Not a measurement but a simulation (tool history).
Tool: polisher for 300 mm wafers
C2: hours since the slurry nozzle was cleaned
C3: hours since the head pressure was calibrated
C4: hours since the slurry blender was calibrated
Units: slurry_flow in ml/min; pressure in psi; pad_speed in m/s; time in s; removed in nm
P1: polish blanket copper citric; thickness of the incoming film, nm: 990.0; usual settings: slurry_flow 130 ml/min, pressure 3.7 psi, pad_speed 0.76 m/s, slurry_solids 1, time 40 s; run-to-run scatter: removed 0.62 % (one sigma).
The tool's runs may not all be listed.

run 1 hour=14.2 | slurry_flow=130 pressure=3.7 pad_speed=0.76 slurry_solids=1 time=40 | wafers_polished_on_this_pad=797 C2=499.7 C3=104.2 C4=31.8 | removed=78.904
run 2 hour=22.9 | slurry_flow=130 pressure=3.7 pad_speed=0.76 slurry_solids=1 time=40 | wafers_polished_on_this_pad=912 C2=508.4 C3=112.9 C4=40.5 | removed=79.452
run 3 hour=30.8 | slurry_flow=130 pressure=3.7 pad_speed=0.76 slurry_solids=1 time=24 | wafers_polished_on_this_pad=1016 C2=516.3 C3=120.8 C4=48.4 | removed=47.964
-- hour=37.4 slurry nozzle cleaned
run 4 hour=43.2 | slurry_flow=130 pressure=3.7 pad_speed=0.76 slurry_solids=1 time=40 | wafers_polished_on_this_pad=1180 C2=5.8 C3=133.2 C4=60.8 | removed=79.739
run 5 hour=56.3 | slurry_flow=130 pressure=3.7 pad_speed=0.76 slurry_solids=1 time=53 | wafers_polished_on_this_pad=1353 C2=18.9 C3=146.3 C4=73.9 | removed=106.76
run 6 hour=66.6 | slurry_flow=130 pressure=3.7 pad_speed=0.52 slurry_solids=1 time=40 | wafers_polished_on_this_pad=1489 C2=29.2 C3=156.6 C4=84.2 | removed=55.662
run 7 hour=83.7 | slurry_flow=80 pressure=3.7 pad_speed=0.76 slurry_solids=1 time=40 | wafers_polished_on_this_pad=1715 C2=46.3 C3=173.7 C4=101.3 | removed=70.945
run 8 hour=100.4 | slurry_flow=130 pressure=3.7 pad_speed=0.98 slurry_solids=1 time=40 | wafers_polished_on_this_pad=1935 C2=63 C3=190.4 C4=118 | removed=102.25
run 9 hour=117.4 | slurry_flow=130 pressure=3.7 pad_speed=0.76 slurry_solids=1 time=40 | wafers_polished_on_this_pad=2160 C2=80 C3=207.4 C4=135 | removed=79.673
run 10 hour=129.8 | slurry_flow=130 pressure=3.7 pad_speed=0.76 slurry_solids=1.45 time=40 | wafers_polished_on_this_pad=2324 C2=92.4 C3=219.8 C4=147.4 | removed=86.617
run 11 hour=145.5 | slurry_flow=130 pressure=5.8 pad_speed=0.76 slurry_solids=1 time=40 | wafers_polished_on_this_pad=2531 C2=108.1 C3=235.5 C4=163.1 | removed=122.37
run 12 hour=157.1 | slurry_flow=130 pressure=1.7 pad_speed=0.76 slurry_solids=1 time=40 | wafers_polished_on_this_pad=2684 C2=119.7 C3=247.1 C4=174.7 | removed=37.627
run 13 hour=165.9 | slurry_flow=170 pressure=3.7 pad_speed=0.76 slurry_solids=1 time=40 | wafers_polished_on_this_pad=2800 C2=128.5 C3=255.9 C4=183.5 | removed=83.811
run 14 hour=174.8 | slurry_flow=130 pressure=3.7 pad_speed=0.76 slurry_solids=1 time=40 | wafers_polished_on_this_pad=2918 C2=137.4 C3=264.8 C4=192.4 | removed=79.359
run 15 hour=190.5 | slurry_flow=80 pressure=3.7 pad_speed=0.76 slurry_solids=1.45 time=40 | wafers_polished_on_this_pad=3125 C2=153.1 C3=280.5 C4=208.1 | removed=76.122
run 16 hour=201.1 | slurry_flow=130 pressure=3.7 pad_speed=0.98 slurry_solids=1 time=60 | wafers_polished_on_this_pad=3265 C2=163.7 C3=291.1 C4=218.7 | removed=153.65
run 17 hour=214.3 | slurry_flow=130 pressure=3.7 pad_speed=0.76 slurry_solids=0.6 time=40 | wafers_polished_on_this_pad=3439 C2=176.9 C3=304.3 C4=231.9 | removed=70.786
run 18 hour=223.8 | slurry_flow=130 pressure=3.7 pad_speed=0.76 slurry_solids=1 time=40 | wafers_polished_on_this_pad=3565 C2=186.4 C3=313.8 C4=241.4 | removed=79.311
run 19 hour=237 | slurry_flow=130 pressure=3.7 pad_speed=0.76 slurry_solids=1 time=40 | wafers_polished_on_this_pad=3739 C2=199.6 C3=327 C4=254.6 | removed=76.35
run 20 hour=245.2 | slurry_flow=130 pressure=3.7 pad_speed=0.76 slurry_solids=1 time=40 | wafers_polished_on_this_pad=3847 C2=207.8 C3=335.2 C4=262.8 | removed=76.082
run 21 hour=253.9 | slurry_flow=130 pressure=3.7 pad_speed=0.76 slurry_solids=1 time=40 | wafers_polished_on_this_pad=3962 C2=216.5 C3=343.9 C4=271.5 | removed=75.395
-- hour=254.2 head pressure recalibrated
-- hour=257.3 worn pad replaced by a new one
run 22 hour=270.7 | slurry_flow=130 pressure=3.7 pad_speed=0.76 slurry_solids=1 time=40 | wafers_polished_on_this_pad=178 C2=233.3 C3=16.6 C4=288.3 | removed=74.309
run 23 hour=279.6 | slurry_flow=130 pressure=3.7 pad_speed=0.76 slurry_solids=1 time=40 | wafers_polished_on_this_pad=295 C2=242.2 C3=25.5 C4=297.2 | removed=73.976
run 24 hour=287.7 | slurry_flow=130 pressure=3.7 pad_speed=0.76 slurry_solids=1 time=40 | wafers_polished_on_this_pad=402 C2=250.3 C3=33.6 C4=305.3 | removed=74.422
run 25 hour=299.5 | slurry_flow=130 pressure=3.7 pad_speed=0.76 slurry_solids=1 time=40 | wafers_polished_on_this_pad=558 C2=262.1 C3=45.4 C4=317.1 | removed=74.082

What P1 gives has crept away from where it was. These 2 causes fit the log equally well, each at the size given:
A: slurry flow missing at the pad, % = 26.8
B: abrasive missing from the slurry, % = 28.7
The creep began at about hour 223.8.
Why every other cause is out:
removal rate lost through wear of the pad, %: serviced at hour 257.3, which brought nothing back
head's pressure below its setpoint, %: serviced at hour 254.2, which brought nothing back

4 check runs are offered, each on 2 wafers whose results are averaged, their results left as question marks. Which one tells the causes apart?
run check 1 hour=311.3 | slurry_flow=130 pressure=5.5 pad_speed=0.76 slurry_solids=1.3 time=40 | removed=?
run check 2 hour=311.3 | slurry_flow=80 pressure=3.7 pad_speed=0.76 slurry_solids=1 time=31 | removed=?
run check 3 hour=311.3 | slurry_flow=130 pressure=5.7 pad_speed=0.76 slurry_solids=1 time=28 | removed=?
run check 4 hour=311.3 | slurry_flow=130 pressure=1.7 pad_speed=0.76 slurry_solids=1.15 time=40 | removed=?

What each check would give under each cause:
check=check_1 result=removed if_A=115.56 if_B=115.29
check=check_2 result=removed if_A=49.073 if_B=50.909
check=check_3 result=removed if_A=79.132 if_B=79.127
check=check_4 result=removed if_A=36.121 if_B=36.075
How far apart the two closest causes lie, in the result that separates them most: check 1 0.23 %; check 2 3.67 %; check 3 0.01 %; check 4 0.13 %
Check 2 tells the causes apart: in the others they would give nearly the same result.

Check 2 was then run and gave: removed 50.575 nm. Which cause is it?

It is B: abrasive missing from the slurry, %.
